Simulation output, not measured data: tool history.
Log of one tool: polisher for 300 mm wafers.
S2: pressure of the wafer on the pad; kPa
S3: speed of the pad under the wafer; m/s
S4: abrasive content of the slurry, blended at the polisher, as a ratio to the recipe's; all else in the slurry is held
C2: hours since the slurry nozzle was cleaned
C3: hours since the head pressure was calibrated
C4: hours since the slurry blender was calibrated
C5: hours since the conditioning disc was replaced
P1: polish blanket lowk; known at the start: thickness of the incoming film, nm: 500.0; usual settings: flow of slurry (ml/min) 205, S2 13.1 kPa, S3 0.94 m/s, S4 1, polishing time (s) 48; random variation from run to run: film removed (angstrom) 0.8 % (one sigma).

Run 1, hour 8.6: flow of slurry (ml/min) 205, S2 13.1 kPa, S3 0.94 m/s, S4 1, polishing time (s) 48; wafers polished on this pad 773; C2 448.4; C3 496.3; C4 140.8; C5 78.9. Result: film removed (angstrom) 210.19.
Run 2, hour 16.8: flow of slurry (ml/min) 205, S2 13.1 kPa, S3 0.94 m/s, S4 1, polishing time (s) 60; wafers polished on this pad 874; C2 456.6; C3 504.5; C4 149; C5 87.1. Result: film removed (angstrom) 259.6.
Run 3, hour 21.3: flow of slurry (ml/min) 205, S2 6.2 kPa, S3 0.94 m/s, S4 1, polishing time (s) 48; wafers polished on this pad 930; C2 461.1; C3 509; C4 153.5; C5 91.6. Result: film removed (angstrom) 99.628.
Run 4, hour 29.9: flow of slurry (ml/min) 205, S2 20.7 kPa, S3 0.94 m/s, S4 1, polishing time (s) 48; wafers polished on this pad 1036; C2 469.7; C3 517.6; C4 162.1; C5 100.2. Result: film removed (angstrom) 327.17.
Run 5, hour 37.9: flow of slurry (ml/min) 205, S2 13.1 kPa, S3 0.94 m/s, S4 0.6, polishing time (s) 48; wafers polished on this pad 1135; C2 477.7; C3 525.6; C4 170.1; C5 108.2. Result: film removed (angstrom) 162.56.
At hour 38.6: conditioning disc replaced and pad reconditioned.
Run 6, hour 43.1: flow of slurry (ml/min) 205, S2 13.1 kPa, S3 0.94 m/s, S4 1.5, polishing time (s) 48; wafers polished on this pad 1199; C2 482.9; C3 530.8; C4 175.3; C5 4.6. Result: film removed (angstrom) 249.27.
Run 7, hour 50.2: flow of slurry (ml/min) 315, S2 13.1 kPa, S3 0.94 m/s, S4 1, polishing time (s) 48; wafers polished on this pad 1287; C2 490; C3 537.9; C4 182.4; C5 11.7. Result: film removed (angstrom) 220.85.
At hour 54.3: slurry nozzle cleaned.
Run 8, hour 58.5: flow of slurry (ml/min) 205, S2 13.1 kPa, S3 0.94 m/s, S4 1, polishing time (s) 48; wafers polished on this pad 1390; C2 4.2; C3 546.2; C4 190.7; C5 20. Result: film removed (angstrom) 210.74.
Run 9, hour 62.3: flow of slurry (ml/min) 205, S2 13.1 kPa, S3 1.36 m/s, S4 1, polishing time (s) 48; wafers polished on this pad 1436; C2 8; C3 550; C4 194.5; C5 23.8. Result: film removed (angstrom) 287.26.
Run 10, hour 66.1: flow of slurry (ml/min) 205, S2 13.1 kPa, S3 0.58 m/s, S4 1, polishing time (s) 48; wafers polished on this pad 1483; C2 11.8; C3 553.8; C4 198.3; C5 27.6. Result: film removed (angstrom) 142.51.
Run 11, hour 71.6: flow of slurry (ml/min) 205, S2 13.1 kPa, S3 0.94 m/s, S4 1, polishing time (s) 48; wafers polished on this pad 1551; C2 17.3; C3 559.3; C4 203.8; C5 33.1. Result: film removed (angstrom) 211.65.
Run 12, hour 76.2: flow of slurry (ml/min) 205, S2 13.1 kPa, S3 0.94 m/s, S4 1, polishing time (s) 32; wafers polished on this pad 1608; C2 21.9; C3 563.9; C4 208.4; C5 37.7. Result: film removed (angstrom) 139.32.
Run 13, hour 82.3: flow of slurry (ml/min) 205, S2 13.1 kPa, S3 1.34 m/s, S4 1.25, polishing time (s) 48; wafers polished on this pad 1684; C2 28; C3 570; C4 214.5; C5 43.8. Result: film removed (angstrom) 303.56.
Run 14, hour 86.4: flow of slurry (ml/min) 205, S2 13.1 kPa, S3 0.94 m/s, S4 1, polishing time (s) 48; wafers polished on this pad 1734; C2 32.1; C3 574.1; C4 218.6; C5 47.9. Result: film removed (angstrom) 208.64.
Run 15, hour 94.8: flow of slurry (ml/min) 125, S2 13.1 kPa, S3 0.94 m/s, S4 1, polishing time (s) 48; wafers polished on this pad 1838; C2 40.5; C3 582.5; C4 227; C5 56.3. Result: film removed (angstrom) 191.97.
Run 16, hour 102.3: flow of slurry (ml/min) 205, S2 13.1 kPa, S3 0.94 m/s, S4 1, polishing time (s) 48; wafers polished on this pad 1931; C2 48; C3 590; C4 234.5; C5 63.8. Result: film removed (angstrom) 211.81.
Run 17, hour 110: flow of slurry (ml/min) 205, S2 13.1 kPa, S3 0.94 m/s, S4 1, polishing time (s) 48; wafers polished on this pad 2026; C2 55.7; C3 597.7; C4 242.2; C5 71.5. Result: film removed (angstrom) 207.91.
Run 18, hour 117.4: flow of slurry (ml/min) 205, S2 13.1 kPa, S3 0.94 m/s, S4 1, polishing time (s) 48; wafers polished on this pad 2118; C2 63.1; C3 605.1; C4 249.6; C5 78.9. Result: film removed (angstrom) 202.06.
Run 19, hour 122.9: flow of slurry (ml/min) 205, S2 13.1 kPa, S3 0.94 m/s, S4 1, polishing time (s) 48; wafers polished on this pad 2186; C2 68.6; C3 610.6; C4 255.1; C5 84.4. Result: film removed (angstrom) 197.72.
Run 20, hour 128.1: flow of slurry (ml/min) 205, S2 13.1 kPa, S3 0.94 m/s, S4 1, polishing time (s) 48; wafers polished on this pad 2250; C2 73.8; C3 615.8; C4 260.3; C5 89.6. Result: film removed (angstrom) 201.88.
At hour 135.7: conditioning disc replaced and pad reconditioned.
At hour 135.9: head pressure recalibrated.
Run 21, hour 136.7: flow of slurry (ml/min) 205, S2 13.1 kPa, S3 0.94 m/s, S4 1, polishing time (s) 48; wafers polished on this pad 2356; C2 82.4; C3 0.9; C4 268.9; C5 1.1. Result: film removed (angstrom) 195.88.
At hour 139.2: worn pad replaced by a new one.
Run 22, hour 140.9: flow of slurry (ml/min) 205, S2 13.1 kPa, S3 0.94 m/s, S4 1, polishing time (s) 48; wafers polished on this pad 22; C2 86.6; C3 5.1; C4 273.1; C5 5.3. Result: film removed (angstrom) 199.5.
Run 23, hour 148.7: flow of slurry (ml/min) 205, S2 13.1 kPa, S3 0.94 m/s, S4 1, polishing time (s) 48; wafers polished on this pad 118; C2 94.4; C3 12.9; C4 280.9; C5 13.1. Result: film removed (angstrom) 194.58.

Forecast run 24:
Run 24, hour 155.8: flow of slurry (ml/min) 205, S2 13.1 kPa, S3 0.94 m/s, S4 1, polishing time (s) 48; wafers polished on this pad 206; C2 101.5; C3 20; C4 288; C5 20.2. Result: film removed (angstrom) ?.

film removed (angstrom): 196.55
